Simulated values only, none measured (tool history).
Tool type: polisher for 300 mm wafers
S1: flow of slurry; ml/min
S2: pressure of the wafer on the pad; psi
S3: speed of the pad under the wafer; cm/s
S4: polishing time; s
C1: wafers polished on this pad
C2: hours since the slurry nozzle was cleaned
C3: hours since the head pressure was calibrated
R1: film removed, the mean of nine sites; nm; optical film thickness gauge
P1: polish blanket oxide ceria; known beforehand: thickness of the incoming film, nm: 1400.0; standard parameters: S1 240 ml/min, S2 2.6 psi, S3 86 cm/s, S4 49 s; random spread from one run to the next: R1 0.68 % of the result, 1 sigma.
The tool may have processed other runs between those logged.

run,day,S1,S2,S3,S4,C1,C2,C3,R1
1,0.533,240,2.6,86,49,472,231.0,211.5,160.060
2,0.975,240,1.4,86,49,591,241.6,222.1,88.743
3,1.512,240,2.6,86,49,737,254.5,235.0,163.230
4,2.075,315,2.6,54,49,889,268.0,248.5,104.680
5,2.325,240,2.6,40,49,956,274.0,254.5,75.984
# day 2.588: head pressure recalibrated
6,2.638,240,2.6,86,49,1041,281.5,1.2,161.560
7,3.058,325,1.2,86,49,1154,291.6,11.3,76.602
8,3.471,340,2.6,86,49,1266,301.5,21.2,168.850
9,3.783,240,2.6,124,49,1350,309.0,28.7,237.960
10,4.083,240,3.6,86,49,1432,316.2,35.9,226.200
11,4.467,240,2.6,86,29,1535,325.4,45.1,95.795
12,4.879,145,2.6,86,49,1647,335.3,55.0,151.080
13,5.462,240,2.6,86,69,1804,349.3,69.0,229.660
14,5.804,240,1.8,110,49,1897,357.5,77.2,143.410
15,6.262,240,2.6,86,49,2021,368.5,88.2,163.600
16,6.788,240,2.6,86,49,2163,381.1,100.8,162.420
17,7.092,240,2.6,86,49,2245,388.4,108.1,160.450
18,7.592,240,2.6,86,49,2380,400.4,120.1,157.520
19,8.042,240,2.6,86,49,2502,411.2,130.9,153.740
20,8.404,240,2.6,86,49,2600,419.9,139.6,156.110
21,8.954,240,2.6,86,49,2748,433.1,152.8,155.010
# day 8.992: head pressure recalibrated
22,9.329,240,2.6,86,49,2850,442.1,8.1,152.380
23,9.708,240,2.6,86,49,2952,451.2,17.2,152.170
24,10.071,240,2.6,86,49,3050,459.9,25.9,153.050
25,10.442,240,2.6,86,49,3150,468.8,34.8,152.240
26,10.821,240,2.6,86,49,3253,477.9,43.9,153.270

What P1 gives has crept off from where it sat before. The 2 causes that follow fit the log equally well, each at the size noted:
A: removal rate lost through wear of the pad, % = 5.8
B: slurry flow missing at the pad, % = 35.3
At approximately day 6.788, the process output began to creep.
All other causes, with the reason each is excluded:
head's pressure below its setpoint, %: serviced after onset, at day 8.992, with no recovery of the prior output

Below are 4 check runs, each averaged over 2 wafers, with their results shown as question marks. Which of them would give clearly different results depending on which cause is behind the drift?
check 1,11.200,240,1.9,86,63,,,,?
check 2,11.200,240,2.6,122,65,,,,?
check 3,11.200,240,2.6,110,49,,,,?
check 4,11.200,145,2.6,106,49,,,,?

Check results expected under each cause:
check,result,if A,if B
check 1,R1,143.750,143.750
check 2,R1,287.900,287.910
check 3,R1,195.690,195.690
check 4,R1,175.560,169.480
Minimum pairwise separation of causes per check, each pair taken at its best-separating result: check 1 0 %; check 2 0 %; check 3 0 %; check 4 3.52 %
Check 4 is the one run that separates the causes; every other check would come out nearly the same whichever cause is at work.

The results of check 4 are: R1 169.290 nm. Based on these, which of the listed causes is it?

The correct cause is B, namely: slurry flow missing at the pad, %.

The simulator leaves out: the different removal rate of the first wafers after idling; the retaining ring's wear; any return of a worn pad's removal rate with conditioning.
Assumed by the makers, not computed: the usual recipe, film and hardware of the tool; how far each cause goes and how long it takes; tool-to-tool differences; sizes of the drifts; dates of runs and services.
